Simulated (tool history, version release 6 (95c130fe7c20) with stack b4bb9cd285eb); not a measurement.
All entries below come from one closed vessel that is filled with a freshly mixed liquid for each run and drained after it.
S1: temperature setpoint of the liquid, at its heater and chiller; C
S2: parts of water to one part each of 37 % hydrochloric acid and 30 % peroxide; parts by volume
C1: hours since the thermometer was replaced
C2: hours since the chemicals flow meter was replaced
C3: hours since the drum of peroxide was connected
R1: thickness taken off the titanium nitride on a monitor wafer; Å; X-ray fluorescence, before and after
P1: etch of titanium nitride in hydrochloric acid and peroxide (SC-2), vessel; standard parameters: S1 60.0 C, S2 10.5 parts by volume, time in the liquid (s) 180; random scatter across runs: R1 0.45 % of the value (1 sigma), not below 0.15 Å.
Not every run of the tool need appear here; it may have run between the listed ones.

{"run": 1, "hour": 7.0, "S1": 60.0, "S2": 10.5, "time in the liquid (s)": 180, "C1": 216.4, "C2": 233.8, "C3": 218.4, "R1": 150.66}
{"hour": 11.3, "done": "thermometer replaced"}
{"run": 2, "hour": 13.1, "S1": 60.0, "S2": 10.5, "time in the liquid (s)": 180, "C1": 1.9, "C2": 239.9, "C3": 224.5, "R1": 149.76}
{"hour": 13.7, "done": "new drum of peroxide connected"}
{"run": 3, "hour": 18.3, "S1": 60.0, "S2": 10.5, "time in the liquid (s)": 180, "C1": 7.1, "C2": 245.1, "C3": 4.6, "R1": 151.19}
{"run": 4, "hour": 26.7, "S1": 60.0, "S2": 14.5, "time in the liquid (s)": 180, "C1": 15.5, "C2": 253.5, "C3": 13.0, "R1": 113.97}
{"run": 5, "hour": 33.3, "S1": 60.0, "S2": 10.5, "time in the liquid (s)": 305, "C1": 22.1, "C2": 260.1, "C3": 19.6, "R1": 257.64}
{"run": 6, "hour": 42.8, "S1": 60.0, "S2": 4.0, "time in the liquid (s)": 180, "C1": 31.6, "C2": 269.6, "C3": 29.1, "R1": 312.45}
{"run": 7, "hour": 49.1, "S1": 60.0, "S2": 17.5, "time in the liquid (s)": 280, "C1": 37.9, "C2": 275.9, "C3": 35.4, "R1": 150.76}
{"run": 8, "hour": 57.0, "S1": 60.0, "S2": 10.5, "time in the liquid (s)": 180, "C1": 45.8, "C2": 283.8, "C3": 43.3, "R1": 149.89}
{"run": 9, "hour": 64.7, "S1": 60.0, "S2": 10.5, "time in the liquid (s)": 180, "C1": 53.5, "C2": 291.5, "C3": 51.0, "R1": 149.6}
{"run": 10, "hour": 73.1, "S1": 72.0, "S2": 10.5, "time in the liquid (s)": 180, "C1": 61.9, "C2": 299.9, "C3": 59.4, "R1": 312.55}
{"run": 11, "hour": 77.8, "S1": 46.0, "S2": 10.5, "time in the liquid (s)": 180, "C1": 66.6, "C2": 304.6, "C3": 64.1, "R1": 59.469}
{"run": 12, "hour": 82.0, "S1": 60.0, "S2": 10.5, "time in the liquid (s)": 30, "C1": 70.8, "C2": 308.8, "C3": 68.3, "R1": 25.162}
{"run": 13, "hour": 87.4, "S1": 68.5, "S2": 16.5, "time in the liquid (s)": 180, "C1": 76.2, "C2": 314.2, "C3": 73.7, "R1": 171.51}
{"run": 14, "hour": 94.4, "S1": 60.0, "S2": 10.5, "time in the liquid (s)": 180, "C1": 83.2, "C2": 321.2, "C3": 80.7, "R1": 150.39}

What will run 15 give?
{"run": 15, "hour": 101.5, "S1": 60.0, "S2": 10.5, "time in the liquid (s)": 180, "C1": 90.3, "C2": 328.3, "C3": 87.8, "R1": "?"}

R1: 145.570 Å
